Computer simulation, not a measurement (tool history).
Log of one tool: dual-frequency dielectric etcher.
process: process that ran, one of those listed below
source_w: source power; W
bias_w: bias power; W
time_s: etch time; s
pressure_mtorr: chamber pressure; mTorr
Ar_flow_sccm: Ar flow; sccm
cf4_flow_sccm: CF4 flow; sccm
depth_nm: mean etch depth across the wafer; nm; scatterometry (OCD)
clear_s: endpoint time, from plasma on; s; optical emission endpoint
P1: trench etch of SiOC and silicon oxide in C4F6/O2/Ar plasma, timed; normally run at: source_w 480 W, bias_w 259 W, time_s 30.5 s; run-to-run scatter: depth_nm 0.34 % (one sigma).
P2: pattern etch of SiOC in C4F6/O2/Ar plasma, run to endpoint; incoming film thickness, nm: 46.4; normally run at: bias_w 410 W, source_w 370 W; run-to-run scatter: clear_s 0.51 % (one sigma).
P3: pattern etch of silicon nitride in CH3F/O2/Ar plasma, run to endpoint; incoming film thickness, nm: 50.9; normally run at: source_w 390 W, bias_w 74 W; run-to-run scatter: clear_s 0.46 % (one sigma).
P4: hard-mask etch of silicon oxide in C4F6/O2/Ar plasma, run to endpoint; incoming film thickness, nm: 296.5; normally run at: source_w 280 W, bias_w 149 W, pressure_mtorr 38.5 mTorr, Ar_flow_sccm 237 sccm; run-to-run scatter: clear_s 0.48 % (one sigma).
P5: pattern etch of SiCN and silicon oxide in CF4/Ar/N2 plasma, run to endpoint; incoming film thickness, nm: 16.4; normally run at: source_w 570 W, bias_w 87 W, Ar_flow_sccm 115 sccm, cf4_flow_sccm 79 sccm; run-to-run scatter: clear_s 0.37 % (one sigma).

run,day,process,source_w,bias_w,time_s,pressure_mtorr,Ar_flow_sccm,cf4_flow_sccm,depth_nm,clear_s
1,0.388,P1,480,259,30.5,,,,76.221,
2,0.742,P4,280,149,,38.5,237,,,112.800
3,1.012,P1,570,259,30.5,,,,80.899,
4,1.492,P5,570,87,,,115,48,,15.949
5,1.821,P5,570,87,,,115,79,,14.864
6,2.167,P2,370,410,,,,,,17.661
7,2.654,P1,640,259,23.0,,,,64.038,
8,2.871,P4,280,184,,38.5,237,,,104.910
9,3.088,P2,370,291,,,,,,19.642
10,3.562,P1,480,259,18.0,,,,44.834,
11,3.858,P3,390,61,,,,,,79.094
12,4.075,P1,480,346,30.5,,,,84.237,
13,4.550,P1,350,259,30.5,,,,67.759,
14,4.900,P1,480,259,30.5,,,,76.033,
15,5.317,P3,390,74,,,,,,73.484
16,5.538,P3,390,74,,,,,,73.861
17,5.858,P1,480,259,44.0,,,,109.560,
18,6.250,P5,570,87,,,160,79,,15.643
# day 6.479: wet clean of the chamber
19,6.488,P1,480,166,30.5,,,,65.677,
20,6.704,P4,190,149,,38.5,237,,,131.820
21,7.096,P1,480,259,30.5,,,,76.051,
22,7.467,P5,380,87,,,115,79,,21.172
23,7.708,P1,480,259,30.5,,,,75.643,
24,8.171,P3,260,74,,,,,,86.012
25,8.442,P4,280,149,,52.0,237,,,117.150
26,8.667,P4,280,149,,38.5,288,,,115.350
27,9.038,P5,570,87,,,115,79,,14.830
28,9.458,P1,480,259,30.5,,,,75.979,
29,9.746,P5,570,112,,,115,79,,13.473
30,10.050,P2,370,410,,,,,,17.482
31,10.508,P2,490,410,,,,,,15.680
32,10.921,P1,480,259,30.5,,,,75.989,
33,11.138,P1,480,259,30.5,,,,75.460,
34,11.475,P1,480,259,30.5,,,,75.292,
35,11.958,P1,480,259,30.5,,,,75.379,
36,12.446,P1,480,259,30.5,,,,74.738,
# day 12.521: wet clean of the chamber
37,12.879,P1,480,259,30.5,,,,74.820,
38,13.154,P1,480,259,30.5,,,,74.957,
39,13.633,P1,480,259,30.5,,,,74.996,

What P1 gives has crept away from where it was. These 2 causes fit the log equally well, each at the size given:
A: bias power that arrives under what is set, % = 4.91
B: source power that arrives under what is set, % = 4.31
The creep began at about day 10.921.
Why every other cause is out:
chamber walls in a state that lowers the etch rate, %: serviced at day 12.521, which brought nothing back

4 check runs are offered, each on 2 wafers whose results are averaged, their results left as question marks. Which one tells the causes apart?
check 1,14.112,P4,230,178,,38.5,237,,,?
check 2,14.112,P2,460,410,,,,,,?
check 3,14.112,P3,280,64,,,,,,?
check 4,14.112,P5,410,87,,,115,79,,?

What each check would give under each cause:
check,result,if A,if B
check 1,clear_s,116.940,117.000
check 2,clear_s,16.409,16.383
check 3,clear_s,89.496,89.452
check 4,clear_s,20.230,20.658
How far apart the two closest causes lie, in the result that separates them most: check 1 0.05 %; check 2 0.16 %; check 3 0.05 %; check 4 2.09 %
Only check 4 tells the causes apart: in the others they would give nearly the same result.

Check 4 was then run and gave: clear_s 20.632 s. Which cause is it?

It is B: source power that arrives under what is set, %.

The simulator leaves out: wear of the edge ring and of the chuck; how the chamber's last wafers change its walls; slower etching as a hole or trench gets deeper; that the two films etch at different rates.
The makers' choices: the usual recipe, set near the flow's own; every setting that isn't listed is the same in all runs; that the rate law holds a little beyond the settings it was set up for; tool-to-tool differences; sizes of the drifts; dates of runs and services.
